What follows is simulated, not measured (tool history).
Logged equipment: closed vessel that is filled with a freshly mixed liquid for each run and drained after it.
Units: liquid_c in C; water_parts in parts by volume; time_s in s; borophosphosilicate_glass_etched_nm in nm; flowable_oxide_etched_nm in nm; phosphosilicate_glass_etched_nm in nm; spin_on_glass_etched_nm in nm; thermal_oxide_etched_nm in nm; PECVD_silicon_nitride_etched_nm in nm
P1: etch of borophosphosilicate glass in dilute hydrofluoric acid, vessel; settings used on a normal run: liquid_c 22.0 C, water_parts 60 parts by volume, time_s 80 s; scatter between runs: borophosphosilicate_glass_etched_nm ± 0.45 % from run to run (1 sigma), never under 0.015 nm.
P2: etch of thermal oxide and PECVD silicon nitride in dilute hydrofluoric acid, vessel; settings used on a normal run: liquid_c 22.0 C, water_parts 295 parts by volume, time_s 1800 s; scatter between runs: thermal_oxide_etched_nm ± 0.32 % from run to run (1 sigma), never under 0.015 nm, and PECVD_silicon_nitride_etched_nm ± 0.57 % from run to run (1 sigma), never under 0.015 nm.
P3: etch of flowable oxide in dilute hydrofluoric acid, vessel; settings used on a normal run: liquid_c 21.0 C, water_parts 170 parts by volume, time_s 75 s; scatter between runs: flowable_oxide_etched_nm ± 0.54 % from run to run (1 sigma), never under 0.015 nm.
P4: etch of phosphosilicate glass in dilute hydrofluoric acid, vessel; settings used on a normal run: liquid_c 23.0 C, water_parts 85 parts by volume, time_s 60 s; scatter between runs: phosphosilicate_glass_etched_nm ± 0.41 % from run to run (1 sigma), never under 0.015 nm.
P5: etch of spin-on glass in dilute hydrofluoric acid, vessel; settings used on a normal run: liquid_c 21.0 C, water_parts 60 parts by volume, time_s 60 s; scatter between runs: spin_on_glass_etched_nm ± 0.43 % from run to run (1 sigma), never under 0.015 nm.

run	hour	process	liquid_c	water_parts	time_s	borophosphosilicate_glass_etched_nm	flowable_oxide_etched_nm	phosphosilicate_glass_etched_nm	spin_on_glass_etched_nm	thermal_oxide_etched_nm	PECVD_silicon_nitride_etched_nm
1	10.4	P1	22.0	60	80	47.749					
2	20.5	P3	21.0	170	40		12.314				
3	30.5	P4	28.5	85	60			58.126			
4	41.9	P1	22.0	60	80	47.135					
5	50.7	P5	21.0	60	30				21.619		
6	58.4	P1	22.0	60	80	47.370					
7	64.9	P1	22.0	60	80	47.563					
8	74.1	P1	22.0	20	80	149.690					
9	86.4	P4	23.0	85	100			78.624			
10	98.8	P4	23.0	85	60			47.347			
11	108.2	P4	23.0	85	60			46.978			
12	119.5	P1	17.0	60	30	14.367					
13	126.7	P4	23.0	125	60			30.582			
14	134.4	P5	21.0	60	60				43.087		
15	146.7	P1	22.0	105	80	25.548					
16	154.1	P1	17.0	60	80	38.486					
17	165.3	P5	27.5	60	60				56.509		
18	172.5	P1	22.0	60	150	88.518					
19	181.4	P1	27.0	85	80	39.824					
20	193.3	P3	17.0	170	75		19.718				
21	201.6	P2	26.5	295	1800					24.472	17.010

What will run 22 give?
22	211.3	P2	22.0	295	3440					?	?

thermal_oxide_etched_nm: 40.072 nm
PECVD_silicon_nitride_etched_nm: 25.076 nm
